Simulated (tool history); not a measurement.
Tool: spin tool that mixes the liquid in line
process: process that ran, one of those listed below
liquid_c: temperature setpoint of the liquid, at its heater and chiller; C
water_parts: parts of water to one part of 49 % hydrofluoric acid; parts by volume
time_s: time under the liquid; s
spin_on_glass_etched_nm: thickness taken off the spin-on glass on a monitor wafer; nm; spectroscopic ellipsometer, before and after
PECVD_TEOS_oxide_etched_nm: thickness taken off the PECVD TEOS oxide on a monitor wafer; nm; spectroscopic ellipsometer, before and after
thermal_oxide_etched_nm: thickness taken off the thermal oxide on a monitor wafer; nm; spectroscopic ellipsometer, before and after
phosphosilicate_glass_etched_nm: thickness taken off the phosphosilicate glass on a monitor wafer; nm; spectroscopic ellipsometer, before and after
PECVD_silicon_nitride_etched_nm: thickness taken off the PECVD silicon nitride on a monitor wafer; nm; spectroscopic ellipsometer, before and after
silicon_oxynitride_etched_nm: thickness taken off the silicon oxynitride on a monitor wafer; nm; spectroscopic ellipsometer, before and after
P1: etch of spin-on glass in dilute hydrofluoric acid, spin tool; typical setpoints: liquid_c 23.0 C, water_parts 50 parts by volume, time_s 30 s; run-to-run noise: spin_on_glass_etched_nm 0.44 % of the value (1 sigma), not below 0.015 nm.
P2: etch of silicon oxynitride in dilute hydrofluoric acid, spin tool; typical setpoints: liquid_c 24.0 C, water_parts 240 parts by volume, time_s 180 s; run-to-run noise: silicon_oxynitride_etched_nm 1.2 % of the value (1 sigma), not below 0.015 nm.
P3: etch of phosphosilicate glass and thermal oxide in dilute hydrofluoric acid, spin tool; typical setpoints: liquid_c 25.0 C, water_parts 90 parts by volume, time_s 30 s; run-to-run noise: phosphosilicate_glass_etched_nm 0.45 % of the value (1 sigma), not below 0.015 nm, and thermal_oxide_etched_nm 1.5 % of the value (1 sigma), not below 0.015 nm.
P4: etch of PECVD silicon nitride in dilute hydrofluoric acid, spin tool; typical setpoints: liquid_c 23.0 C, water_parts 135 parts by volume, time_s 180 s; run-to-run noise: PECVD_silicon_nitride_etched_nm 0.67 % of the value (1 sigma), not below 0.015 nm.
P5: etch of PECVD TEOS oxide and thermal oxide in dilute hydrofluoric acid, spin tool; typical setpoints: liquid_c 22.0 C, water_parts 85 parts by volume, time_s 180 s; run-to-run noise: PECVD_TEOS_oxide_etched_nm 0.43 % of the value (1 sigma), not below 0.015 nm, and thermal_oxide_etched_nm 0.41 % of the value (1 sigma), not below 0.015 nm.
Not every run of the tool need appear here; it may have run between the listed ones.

run	hour	process	liquid_c	water_parts	time_s	hours since the thermometer was replaced	hours since the hydrofluoric acid flow meter was replaced	spin_on_glass_etched_nm	PECVD_TEOS_oxide_etched_nm	thermal_oxide_etched_nm	phosphosilicate_glass_etched_nm	PECVD_silicon_nitride_etched_nm	silicon_oxynitride_etched_nm
1	7.0	P1	23.0	50	30	164.3	948.2	27.453					
2	15.4	P5	22.0	85	180	172.7	956.6		16.4670	8.87390			
3	28.9	P1	23.0	20	30	186.2	970.1	71.154					
4	42.0	P5	22.0	85	180	199.3	983.2		16.4570	8.90640			
5	53.7	P1	23.0	50	30	211.0	994.9	27.565					
6	68.8	P1	23.0	50	60	226.1	1010.0	55.242					
7	80.0	P1	23.0	50	30	237.3	1021.2	27.295					
8	90.4	P3	30.0	90	30	247.7	1031.6			1.94210	54.249		
9	103.3	P1	17.5	50	15	260.6	1044.5	10.914					
10	116.3	P1	28.5	50	30	273.6	1057.5	34.313					
11	122.9	P1	30.0	70	30	280.2	1064.1	25.303					
12	133.6	P4	23.0	135	305	290.9	1074.8					5.5027	
13	146.8	P3	25.0	90	30	304.1	1088.0			1.62340	44.515		
14	158.5	P4	23.0	135	180	315.8	1099.7					3.2244	
15	171.5	P5	22.0	40	180	328.8	1112.7		36.7970	19.93400			
16	179.3	P1	23.0	75	30	336.6	1120.5	17.948					
17	192.3	P1	23.0	50	30	349.6	1133.5	27.674					
18	204.7	P4	29.5	135	180	362.0	1145.9					4.9031	
19	218.8	P5	22.0	85	60	376.1	1160.0		5.4823	2.95710			
20	226.4	P2	24.0	240	180	383.7	1167.6						1.61480
21	235.1	P3	25.0	90	60	392.4	1176.3			3.19470	89.174		
22	247.9	P1	23.0	50	30	405.2	1189.1	27.592					
23	261.0	P1	23.0	50	30	418.3	1202.2	27.523					
24	276.1	P4	23.0	190	180	433.4	1217.3					2.2934	
25	289.2	P1	19.5	50	30	446.5	1230.4	23.924					
26	302.1	P2	18.5	240	180	459.4	1243.3						1.28030
27	309.9	P2	24.0	360	180	467.2	1251.1						0.98053
28	322.9	P2	24.0	240	180	480.2	1264.1						1.64800
29	330.6	P3	25.0	145	30	487.9	1271.8			0.95634	25.808		
30	344.8	P5	27.0	85	180	502.1	1286.0		20.3100	10.86700			
31	352.4	P1	23.0	50	15	509.7	1293.6	13.798					
32	364.7	P1	17.0	25	30	522.0	1305.9	43.942					
33	377.5	P2	24.0	240	45	534.8	1318.7						0.39425
34	386.3	P1	23.0	50	30	543.6	1327.5	27.599					
35	400.0	P1	23.0	50	30	557.3	1341.2	26.604					
36	412.8	P1	23.0	50	30	570.1	1354.0	26.075					
37	422.3	P1	23.0	50	30	579.6	1363.5	25.948					
38	429.4	P1	23.0	50	30	586.7	1370.6	25.898					
39	440.7	P1	23.0	50	30	598.0	1381.9	26.004					
40	451.6	P1	23.0	50	30	608.9	1392.8	25.917					

The output of P1 has drifted from where it used to be. Each of the 2 causes below, taken at the size shown beside it, accounts for the log equally well:
A: hydrofluoric acid flow below the setpoint (%) = 6.2
B: liquid colder than its thermometer reads (K) = 1.64
Onset of the creep was near hour 386.3.

The list below offers 4 check runs, each averaging the results of 2 wafers, and shows each result as a question mark. For which of them would the listed causes give clearly different results?
check 1	462.5	P2	24.0	240	180								?
check 2	462.5	P4	23.0	135	180							?	
check 3	462.5	P3	25.0	90	30					?	?		
check 4	462.5	P5	22.0	85	180				?	?			

Check results expected under each cause:
check	result	if A	if B
check 1	silicon_oxynitride_etched_nm	1.51740	1.52210
check 2	PECVD_silicon_nitride_etched_nm	3.0300	2.8965
check 3	thermal_oxide_etched_nm	1.47680	1.48600
check 3	phosphosilicate_glass_etched_nm	41.447	41.706
check 4	PECVD_TEOS_oxide_etched_nm	15.3740	15.4270
check 4	thermal_oxide_etched_nm	8.28420	8.31240
How far apart the two closest causes lie, in the result that separates them most: check 1 0.31 %; check 2 4.51 %; check 3 0.62 %; check 4 0.34 %
Only in check 2 would the causes give clearly different results; in the remaining checks their results would be nearly the same.

Then check 2 was run and gave: PECVD_silicon_nitride_etched_nm 3.0261 nm. Which cause is it?

The correct cause is A, namely: hydrofluoric acid flow below the setpoint (%).
